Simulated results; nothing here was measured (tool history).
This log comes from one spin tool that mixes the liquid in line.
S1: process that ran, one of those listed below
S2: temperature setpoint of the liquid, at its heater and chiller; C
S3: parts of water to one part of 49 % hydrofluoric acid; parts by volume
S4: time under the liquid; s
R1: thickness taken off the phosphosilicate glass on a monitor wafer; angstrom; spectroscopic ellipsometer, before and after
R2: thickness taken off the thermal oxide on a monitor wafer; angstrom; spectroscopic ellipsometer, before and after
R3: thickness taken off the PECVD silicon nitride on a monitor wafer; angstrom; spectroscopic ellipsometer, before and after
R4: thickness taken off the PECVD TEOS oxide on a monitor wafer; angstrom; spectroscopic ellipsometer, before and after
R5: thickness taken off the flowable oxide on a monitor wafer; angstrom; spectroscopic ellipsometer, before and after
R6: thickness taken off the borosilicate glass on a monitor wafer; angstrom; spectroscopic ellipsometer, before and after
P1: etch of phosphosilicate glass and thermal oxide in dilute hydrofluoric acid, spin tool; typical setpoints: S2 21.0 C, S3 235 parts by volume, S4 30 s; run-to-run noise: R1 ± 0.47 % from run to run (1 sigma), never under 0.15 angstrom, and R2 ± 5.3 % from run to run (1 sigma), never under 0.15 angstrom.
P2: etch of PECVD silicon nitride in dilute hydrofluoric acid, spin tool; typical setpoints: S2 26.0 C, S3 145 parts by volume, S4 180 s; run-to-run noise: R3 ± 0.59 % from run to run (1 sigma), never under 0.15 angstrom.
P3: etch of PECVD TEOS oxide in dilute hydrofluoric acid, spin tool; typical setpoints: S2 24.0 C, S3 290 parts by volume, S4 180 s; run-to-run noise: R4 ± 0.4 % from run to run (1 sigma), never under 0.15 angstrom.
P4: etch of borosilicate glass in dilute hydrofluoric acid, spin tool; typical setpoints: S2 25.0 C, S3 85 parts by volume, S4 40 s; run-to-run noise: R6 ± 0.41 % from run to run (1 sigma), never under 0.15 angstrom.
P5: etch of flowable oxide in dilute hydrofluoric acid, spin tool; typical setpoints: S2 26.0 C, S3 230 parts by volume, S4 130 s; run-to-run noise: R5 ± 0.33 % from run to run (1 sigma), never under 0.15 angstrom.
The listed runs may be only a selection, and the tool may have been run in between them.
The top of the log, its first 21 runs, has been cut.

{"run": 22, "day": 2.971, "S1": "P3", "S2": 19.0, "S3": 290, "S4": 180, "R4": 47.074}
{"run": 23, "day": 3.075, "S1": "P1", "S2": 21.0, "S3": 235, "S4": 30, "R1": 174.11, "R2": 4.6486}
{"run": 24, "day": 3.167, "S1": "P4", "S2": 25.0, "S3": 85, "S4": 70, "R6": 316.87}
{"run": 25, "day": 3.308, "S1": "P1", "S2": 27.5, "S3": 235, "S4": 30, "R1": 219.1, "R2": 6.1842}
{"run": 26, "day": 3.412, "S1": "P1", "S2": 21.0, "S3": 235, "S4": 30, "R1": 173.47, "R2": 4.308}
{"run": 27, "day": 3.504, "S1": "P4", "S2": 17.5, "S3": 85, "S4": 40, "R6": 132.71}
{"run": 28, "day": 3.592, "S1": "P5", "S2": 26.0, "S3": 230, "S4": 130, "R5": 183.16}
{"run": 29, "day": 3.742, "S1": "P5", "S2": 32.0, "S3": 230, "S4": 130, "R5": 224.65}
{"run": 30, "day": 3.917, "S1": "P1", "S2": 17.0, "S3": 235, "S4": 30, "R1": 148.14, "R2": 3.8948}
{"run": 31, "day": 4.029, "S1": "P1", "S2": 21.0, "S3": 70, "S4": 30, "R1": 693.02, "R2": 18.17}
{"run": 32, "day": 4.217, "S1": "P3", "S2": 24.0, "S3": 450, "S4": 180, "R4": 31.395}
{"run": 33, "day": 4.317, "S1": "P2", "S2": 26.0, "S3": 145, "S4": 180, "R3": 59.603}
{"run": 34, "day": 4.425, "S1": "P5", "S2": 26.0, "S3": 230, "S4": 245, "R5": 347.12}
{"run": 35, "day": 4.592, "S1": "P1", "S2": 21.0, "S3": 235, "S4": 30, "R1": 172.92, "R2": 4.3729}

What does the tool deliver on the next run?
{"run": 36, "day": 4.754, "S1": "P1", "S2": 21.0, "S3": 235, "S4": 30, "R1": "?", "R2": "?"}

Run 36 yielded R1 167.53 angstrom, R2 4.5763 angstrom.

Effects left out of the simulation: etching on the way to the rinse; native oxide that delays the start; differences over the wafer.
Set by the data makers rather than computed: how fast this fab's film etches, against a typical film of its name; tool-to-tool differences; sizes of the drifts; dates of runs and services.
